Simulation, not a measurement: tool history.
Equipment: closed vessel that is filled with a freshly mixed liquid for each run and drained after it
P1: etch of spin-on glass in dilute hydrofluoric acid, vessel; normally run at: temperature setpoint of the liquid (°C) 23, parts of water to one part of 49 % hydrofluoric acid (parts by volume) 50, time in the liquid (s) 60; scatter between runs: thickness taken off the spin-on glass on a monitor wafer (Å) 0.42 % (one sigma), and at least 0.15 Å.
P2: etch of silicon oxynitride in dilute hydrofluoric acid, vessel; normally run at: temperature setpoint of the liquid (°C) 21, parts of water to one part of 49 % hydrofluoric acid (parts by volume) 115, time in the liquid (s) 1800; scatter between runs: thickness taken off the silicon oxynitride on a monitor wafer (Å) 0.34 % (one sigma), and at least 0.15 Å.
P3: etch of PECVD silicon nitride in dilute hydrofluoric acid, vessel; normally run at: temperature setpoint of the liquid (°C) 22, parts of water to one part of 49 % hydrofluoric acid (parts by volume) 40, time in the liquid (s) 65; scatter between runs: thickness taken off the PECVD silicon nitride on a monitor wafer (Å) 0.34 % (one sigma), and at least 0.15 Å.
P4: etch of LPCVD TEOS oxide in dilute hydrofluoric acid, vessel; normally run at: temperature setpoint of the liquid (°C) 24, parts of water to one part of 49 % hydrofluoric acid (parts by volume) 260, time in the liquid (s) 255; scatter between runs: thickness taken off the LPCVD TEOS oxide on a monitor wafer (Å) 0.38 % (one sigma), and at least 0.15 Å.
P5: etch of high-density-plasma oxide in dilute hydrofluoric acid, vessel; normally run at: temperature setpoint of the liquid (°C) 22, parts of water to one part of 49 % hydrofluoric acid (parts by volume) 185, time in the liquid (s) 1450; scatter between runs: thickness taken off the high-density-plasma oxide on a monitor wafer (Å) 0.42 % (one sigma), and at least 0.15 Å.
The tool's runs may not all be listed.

run,hour,process that ran,temperature setpoint of the liquid (°C),parts of water to one part of 49 % hydrofluoric acid (parts by volume),time in the liquid (s),hours since the thermometer was replaced,hours since the hydrofluoric acid flow meter was replaced,thickness taken off the spin-on glass on a monitor wafer (Å),thickness taken off the high-density-plasma oxide on a monitor wafer (Å),thickness taken off the PECVD silicon nitride on a monitor wafer (Å),thickness taken off the silicon oxynitride on a monitor wafer (Å),thickness taken off the LPCVD TEOS oxide on a monitor wafer (Å)
1,10,P1,23,50,60,592.1,1006,762.74,,,,
2,23.5,P5,27.5,185,1450,605.6,1019.5,,527.58,,,
3,36.6,P3,22,65,65,618.7,1032.6,,,46.744,,
4,44.5,P1,23,50,60,626.6,1040.5,755.8,,,,
5,50.6,P3,30,40,65,632.7,1046.6,,,127.72,,
6,62.3,P1,23,85,60,644.4,1058.3,422.76,,,,
7,72.5,P1,23,50,60,654.6,1068.5,753.21,,,,
8,78.7,P2,21,115,2620,660.8,1074.7,,,,283.67,
9,90.8,P1,23,20,60,672.9,1086.8,1955.4,,,,
10,98.2,P5,22,185,1450,680.3,1094.2,,426.75,,,
# hour 106.7: thermometer replaced
11,107.1,P4,24,55,255,0.5,1103.1,,,,,1725.6
12,118.1,P1,23,50,120,11.5,1114.1,1494.1,,,,
13,130,P5,22,185,2730,23.4,1126,,800.6,,,
14,139.9,P1,31.5,50,60,33.3,1135.9,1060.1,,,,
15,147.4,P4,17,260,255,40.8,1143.4,,,,,222.3
16,155.4,P1,17,50,30,48.8,1151.4,291.11,,,,
17,164.8,P5,22,35,1450,58.2,1160.8,,2692,,,
18,170.8,P3,22,40,120,64.2,1166.8,,,137.64,,
19,178.8,P1,23,80,30,72.2,1174.8,226.5,,,,
20,185.8,P1,23,50,60,79.2,1181.8,757.12,,,,
21,198.3,P2,21,45,1800,91.7,1194.3,,,,524.47,
22,205.4,P1,23,50,30,98.8,1201.4,376.87,,,,
23,211.4,P2,21,115,1800,104.8,1207.4,,,,196.89,
24,221.3,P3,22,40,65,114.7,1217.3,,,74.574,,
25,234.7,P2,27.5,115,1800,128.1,1230.7,,,,264.33,
26,248.3,P4,24,260,30,141.7,1244.3,,,,,34.056
27,256.9,P4,24,260,255,150.3,1252.9,,,,,288.12
28,264.6,P1,23,50,60,158,1260.6,751.92,,,,
29,274.1,P1,23,50,60,167.5,1270.1,755.83,,,,
30,282.1,P1,26.5,85,60,175.5,1278.1,489.77,,,,
31,289.1,P5,22,185,1450,182.5,1285.1,,426.23,,,
32,297,P1,17,50,60,190.4,1293,586.99,,,,
33,308.2,P1,23,50,60,201.6,1304.2,752.22,,,,
34,321.8,P1,23,50,60,215.2,1317.8,772.74,,,,
35,335.4,P1,23,50,60,228.8,1331.4,783.58,,,,
36,347.8,P1,23,50,60,241.2,1343.8,795.05,,,,
37,361,P1,23,50,60,254.4,1357,801.51,,,,
38,369.8,P1,23,50,60,263.2,1365.8,806.66,,,,
39,383.4,P1,23,50,60,276.8,1379.4,813.57,,,,
40,396.2,P1,23,50,60,289.6,1392.2,804.44,,,,
41,406.3,P1,23,50,60,299.7,1402.3,811.87,,,,
42,418.7,P1,23,50,60,312.1,1414.7,809.66,,,,
43,425.1,P1,23,50,60,318.5,1421.1,804.66,,,,

P1 no longer gives what it gave before; its output has crept away from where it was. The following 2 causes, each at its listed size, fit the log equally well:
A: liquid hotter than its thermometer reads (K) = 1.65
B: hydrofluoric acid flow above the setpoint (%) = 6.6
The onset of the drift is placed at about hour 308.2.

Below are 4 check runs, each on a single wafer, with their results shown as question marks. Which of them would tell the listed causes apart, meaning the causes would give clearly different results under it?
check 1,431.5,P3,28,40,100,,,,,?,,
check 2,431.5,P2,24.5,115,1800,,,,,,?,
check 3,431.5,P4,24,60,90,,,,,,,?
check 4,431.5,P5,22,45,1450,,,,?,,,

What every check run would give for each of its results, assuming each possible cause in turn:
check,result,if A,if B
check 1,thickness taken off the PECVD silicon nitride on a monitor wafer (Å),191.93,183.43
check 2,thickness taken off the silicon oxynitride on a monitor wafer (Å),248.83,247.23
check 3,thickness taken off the LPCVD TEOS oxide on a monitor wafer (Å),592.87,593.92
check 4,thickness taken off the high-density-plasma oxide on a monitor wafer (Å),2210.1,2207.3
Per-check spread between the two closest causes, in the result where they differ most: check 1 4.53 %; check 2 0.65 %; check 3 0.18 %; check 4 0.13 %
Of the check runs offered, only check 1 discriminates between the causes; the rest would read about the same regardless of which cause applies.

Running check 1 produced the following: thickness taken off the PECVD silicon nitride on a monitor wafer (Å) 183.45. Which one of the listed causes fits?

It was cause B: hydrofluoric acid flow above the setpoint (%).

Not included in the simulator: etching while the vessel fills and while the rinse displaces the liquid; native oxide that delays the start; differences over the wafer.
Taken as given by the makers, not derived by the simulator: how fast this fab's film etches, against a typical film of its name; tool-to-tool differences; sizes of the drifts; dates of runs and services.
